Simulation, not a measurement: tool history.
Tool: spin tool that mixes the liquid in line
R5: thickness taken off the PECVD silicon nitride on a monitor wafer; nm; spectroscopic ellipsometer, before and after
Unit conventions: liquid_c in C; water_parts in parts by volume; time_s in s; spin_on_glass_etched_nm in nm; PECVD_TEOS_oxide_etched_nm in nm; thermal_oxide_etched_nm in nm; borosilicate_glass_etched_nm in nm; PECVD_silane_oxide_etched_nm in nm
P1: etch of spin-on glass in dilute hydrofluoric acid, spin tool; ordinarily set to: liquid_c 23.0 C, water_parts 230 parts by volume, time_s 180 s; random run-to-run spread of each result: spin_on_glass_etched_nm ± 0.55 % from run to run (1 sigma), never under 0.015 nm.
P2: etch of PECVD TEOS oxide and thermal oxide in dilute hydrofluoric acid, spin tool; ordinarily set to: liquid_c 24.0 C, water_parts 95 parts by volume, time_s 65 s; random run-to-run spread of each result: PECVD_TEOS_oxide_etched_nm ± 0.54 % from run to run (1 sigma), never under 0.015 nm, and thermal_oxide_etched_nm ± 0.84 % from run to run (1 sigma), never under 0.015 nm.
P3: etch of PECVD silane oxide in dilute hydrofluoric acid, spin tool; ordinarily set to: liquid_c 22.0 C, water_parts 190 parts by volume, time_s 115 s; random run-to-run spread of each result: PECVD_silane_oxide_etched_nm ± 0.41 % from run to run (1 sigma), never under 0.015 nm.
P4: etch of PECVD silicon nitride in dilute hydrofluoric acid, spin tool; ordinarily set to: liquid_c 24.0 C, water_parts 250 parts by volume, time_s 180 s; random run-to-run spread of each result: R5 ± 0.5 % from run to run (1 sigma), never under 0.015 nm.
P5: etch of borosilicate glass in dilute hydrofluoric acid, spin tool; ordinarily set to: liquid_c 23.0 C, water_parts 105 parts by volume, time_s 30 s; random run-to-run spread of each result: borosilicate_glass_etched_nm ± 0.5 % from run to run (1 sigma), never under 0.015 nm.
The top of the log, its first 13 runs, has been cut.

Run 14, hour 92.6: process P1, liquid_c 23.0 C, water_parts 230 parts by volume, time_s 180 s. Result: spin_on_glass_etched_nm 32.0400 nm.
Run 15, hour 96.3: process P1, liquid_c 23.0 C, water_parts 375 parts by volume, time_s 350 s. Result: spin_on_glass_etched_nm 33.0220 nm.
Run 16, hour 102.5: process P1, liquid_c 27.5 C, water_parts 230 parts by volume, time_s 315 s. Result: spin_on_glass_etched_nm 65.4430 nm.
Run 17, hour 107.2: process P1, liquid_c 23.0 C, water_parts 230 parts by volume, time_s 40 s. Result: spin_on_glass_etched_nm 7.0624 nm.
Run 18, hour 113.2: process P5, liquid_c 23.0 C, water_parts 105 parts by volume, time_s 30 s. Result: borosilicate_glass_etched_nm 8.9416 nm.
Run 19, hour 118.5: process P1, liquid_c 23.0 C, water_parts 230 parts by volume, time_s 180 s. Result: spin_on_glass_etched_nm 32.1860 nm.
Run 20, hour 122.1: process P2, liquid_c 24.0 C, water_parts 95 parts by volume, time_s 15 s. Result: PECVD_TEOS_oxide_etched_nm 1.3903 nm, thermal_oxide_etched_nm 0.72034 nm.
Run 21, hour 130.2: process P4, liquid_c 24.0 C, water_parts 355 parts by volume, time_s 180 s. Result: R5 2.9050 nm.
Run 22, hour 135.2: process P3, liquid_c 22.0 C, water_parts 190 parts by volume, time_s 115 s. Result: PECVD_silane_oxide_etched_nm 7.6311 nm.
Run 23, hour 139.6: process P1, liquid_c 28.5 C, water_parts 230 parts by volume, time_s 65 s. Result: spin_on_glass_etched_nm 13.9450 nm.
Run 24, hour 144.4: process P5, liquid_c 30.0 C, water_parts 105 parts by volume, time_s 30 s. Result: borosilicate_glass_etched_nm 11.6520 nm.
Run 25, hour 149.0: process P5, liquid_c 23.0 C, water_parts 105 parts by volume, time_s 30 s. Result: borosilicate_glass_etched_nm 8.8483 nm.
Run 26, hour 157.2: process P1, liquid_c 31.0 C, water_parts 230 parts by volume, time_s 180 s. Result: spin_on_glass_etched_nm 41.9980 nm.
Run 27, hour 162.8: process P4, liquid_c 24.0 C, water_parts 250 parts by volume, time_s 315 s. Result: R5 7.2061 nm.

Run 28 has not been measured yet. What should we expect?
Run 28, hour 166.8: process P5, liquid_c 23.0 C, water_parts 185 parts by volume, time_s 30 s. Result: borosilicate_glass_etched_nm ?.

{"run 28": {"borosilicate_glass_etched_nm": 4.6265}}
